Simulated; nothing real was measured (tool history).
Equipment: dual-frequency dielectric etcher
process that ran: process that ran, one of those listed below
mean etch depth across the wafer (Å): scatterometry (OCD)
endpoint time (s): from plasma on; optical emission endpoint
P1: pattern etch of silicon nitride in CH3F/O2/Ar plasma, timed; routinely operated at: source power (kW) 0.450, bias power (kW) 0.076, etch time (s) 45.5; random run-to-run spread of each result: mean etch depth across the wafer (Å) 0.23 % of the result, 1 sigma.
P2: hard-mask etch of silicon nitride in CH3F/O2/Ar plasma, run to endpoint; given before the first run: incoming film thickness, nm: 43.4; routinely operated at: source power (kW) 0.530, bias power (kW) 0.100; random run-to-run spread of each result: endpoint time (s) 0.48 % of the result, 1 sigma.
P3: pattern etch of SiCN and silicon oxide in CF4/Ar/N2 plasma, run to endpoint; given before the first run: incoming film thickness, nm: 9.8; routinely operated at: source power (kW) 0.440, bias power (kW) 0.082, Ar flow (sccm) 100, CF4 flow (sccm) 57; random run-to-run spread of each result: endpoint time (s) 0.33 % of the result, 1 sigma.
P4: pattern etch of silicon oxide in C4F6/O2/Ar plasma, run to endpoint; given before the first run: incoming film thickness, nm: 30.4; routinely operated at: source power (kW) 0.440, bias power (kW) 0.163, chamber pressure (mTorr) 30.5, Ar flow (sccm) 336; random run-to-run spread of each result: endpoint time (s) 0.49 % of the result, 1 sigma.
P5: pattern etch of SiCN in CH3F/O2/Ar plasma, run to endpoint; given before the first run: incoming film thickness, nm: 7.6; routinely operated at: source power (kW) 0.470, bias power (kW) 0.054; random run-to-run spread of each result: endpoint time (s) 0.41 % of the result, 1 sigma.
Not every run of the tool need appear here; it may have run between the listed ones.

run   hour  process that ran  source power (kW)  bias power (kW)  etch time (s)  chamber pressure (mTorr)  Ar flow (sccm)  CF4 flow (sccm)  hours since the last wet clean  hours since the last source power generator calibration  hours since the last bias power generator calibration  mean etch depth across the wafer (Å)  endpoint time (s)
  1    3.1                P1              0.450            0.076           45.5                                                                                      131.1                                                    564.0                                                 1986.2                                343.12
  2    5.8                P1              0.370            0.105           45.5                                                                                      133.8                                                    566.7                                                 1988.9                                357.33
  3    8.5                P2              0.530            0.100                                                                                                     136.5                                                    569.4                                                 1991.6                                                  50.8740
  4   11.4                P1              0.380            0.076           25.0                                                                                      139.4                                                    572.3                                                 1994.5                                176.34
  5   13.6                P1              0.450            0.076           45.5                                                                                      141.6                                                    574.5                                                 1996.7                                341.98
  6   16.2                P4              0.440            0.163                                     30.5             336                                            144.2                                                    577.1                                                 1999.3                                                   9.6992
      17.7  -- source power generator calibrated
  7   18.7                P4              0.440            0.163                                     30.5             265                                            146.7                                                      1.0                                                 2001.8                                                   9.4171
  8   21.1                P1              0.570            0.076           45.5                                                                                      149.1                                                      3.4                                                 2004.2                                372.75
  9   25.6                P1              0.450            0.076           29.0                                                                                      153.6                                                      7.9                                                 2008.7                                218.04
 10   29.5                P4              0.560            0.163                                     30.5             336                                            157.5                                                     11.8                                                 2012.6                                                   8.7108
 11   32.6                P4              0.440            0.163                                     38.0             336                                            160.6                                                     14.9                                                 2015.7                                                   9.8870
 12   35.4                P1              0.280            0.076           45.5                                                                                      163.4                                                     17.7                                                 2018.5                                285.62
 13   39.1                P2              0.710            0.100                                                                                                     167.1                                                     21.4                                                 2022.2                                                  45.5880
 14   41.2                P3              0.440            0.056                                                      100               57                           169.2                                                     23.5                                                 2024.3                                                  13.1240
 15   43.5                P3              0.440            0.082                                                      133               57                           171.5                                                     25.8                                                 2026.6                                                  12.0680
 16   47.3                P4              0.440            0.231                                     30.5             336                                            175.3                                                     29.6                                                 2030.4                                                   8.6674
 17   49.8                P2              0.530            0.122                                                                                                     177.8                                                     32.1                                                 2032.9                                                  46.8520
 18   54.0                P1              0.450            0.060           45.5                                                                                      182.0                                                     36.3                                                 2037.1                                315.46
 19   58.0                P5              0.470            0.036                                                                                                     186.0                                                     40.3                                                 2041.1                                                  23.7240
 20   62.4                P5              0.330            0.054                                                                                                     190.4                                                     44.7                                                 2045.5                                                  24.1110
 21   65.1                P1              0.320            0.076           61.0                                                                                      193.1                                                     47.4                                                 2048.2                                403.97
      65.3  -- bias power generator calibrated
 22   69.6                P1              0.450            0.076           58.0                                                                                      197.6                                                     51.9                                                    4.4                                436.86
 23   74.2                P5              0.470            0.054                                                                                                     202.2                                                     56.5                                                    9.0                                                  20.8790
 24   76.5                P1              0.450            0.076           45.5                                                                                      204.5                                                     58.8                                                   11.3                                341.01
 25   78.6                P1              0.450            0.076           45.5                                                                                      206.6                                                     60.9                                                   13.4                                341.59
 26   81.7                P3              0.310            0.082                                                      100               57                           209.7                                                     64.0                                                   16.5                                                  15.6060
 27   84.3                P3              0.440            0.082                                                      100               39                           212.3                                                     66.6                                                   19.1                                                  12.1270
 28   88.6                P1              0.450            0.099           45.5                                                                                      216.6                                                     70.9                                                   23.4                                375.69
 29   93.1                P3              0.440            0.082                                                      100               57                           221.1                                                     75.4                                                   27.9                                                  11.4780
 30   95.4                P1              0.450            0.076           45.5                                                                                      223.4                                                     77.7                                                   30.2                                341.74
 31   99.7                P1              0.450            0.076           45.5                                                                                      227.7                                                     82.0                                                   34.5                                344.15
 32  102.4                P1              0.450            0.076           45.5                                                                                      230.4                                                     84.7                                                   37.2                                345.33
 33  106.7                P1              0.450            0.076           45.5                                                                                      234.7                                                     89.0                                                   41.5                                346.06
 34  110.7                P1              0.450            0.076           45.5                                                                                      238.7                                                     93.0                                                   45.5                                347.92
     113.1  -- wet clean of the chamber
 35  114.1                P1              0.450            0.076           45.5                                                                                        1.0                                                     96.4                                                   48.9                                348.09
 36  117.9                P1              0.450            0.076           45.5                                                                                        4.8                                                    100.2                                                   52.7                                347.50
 37  121.3                P1              0.450            0.076           45.5                                                                                        8.2                                                    103.6                                                   56.1                                346.30

The output of P1 has drifted from where it used to be. Each of the 2 causes below, taken at the size shown beside it, accounts for the log equally well:
A: source power that arrives over what is set, % = 4.28
B: bias power that arrives over what is set, % = 4.71
Creep in the process output first set in at about hour 95.4.
Every other cause this tool's parts could produce, and why it does not fit the log:
chamber walls in a state that raises the etch rate, %: serviced at hour 113.1, which brought nothing back

The 4 check runs listed below each average the results of 2 wafers, and their outcomes are marked with question marks. Under which run would the listed causes produce clearly different results?
check 1  124.7                P2              0.530            0.100                                                                                                                                                                                                                                                                                  ?
check 2  124.7                P4              0.440            0.163                                     30.5             336                                                                                                                                                                                                                         ?
check 3  124.7                P5              0.470            0.054                                                                                                                                                                                                                                                                                  ?
check 4  124.7                P3              0.440            0.082                                                      100               57                                                                                                                                                                                                        ?

If the cause were each of the candidates in turn, the checks would give the following:
  check             result     if A     if B
check 1  endpoint time (s)  49.9110  49.8630
check 2  endpoint time (s)   9.5082   9.5299
check 3  endpoint time (s)  20.7620  20.7850
check 4  endpoint time (s)  11.0920  11.3180
Gap, in per cent, between the two causes that each check separates least, read from the result that separates them most: check 1 0.1 %; check 2 0.23 %; check 3 0.11 %; check 4 2.02 %
Of the check runs offered, only check 4 discriminates between the causes; the rest would read about the same regardless of which cause applies.

The results of check 4 are: endpoint time (s) 11.0690. Based on these, which of the listed causes is it?

The cause is A: source power that arrives over what is set, %.

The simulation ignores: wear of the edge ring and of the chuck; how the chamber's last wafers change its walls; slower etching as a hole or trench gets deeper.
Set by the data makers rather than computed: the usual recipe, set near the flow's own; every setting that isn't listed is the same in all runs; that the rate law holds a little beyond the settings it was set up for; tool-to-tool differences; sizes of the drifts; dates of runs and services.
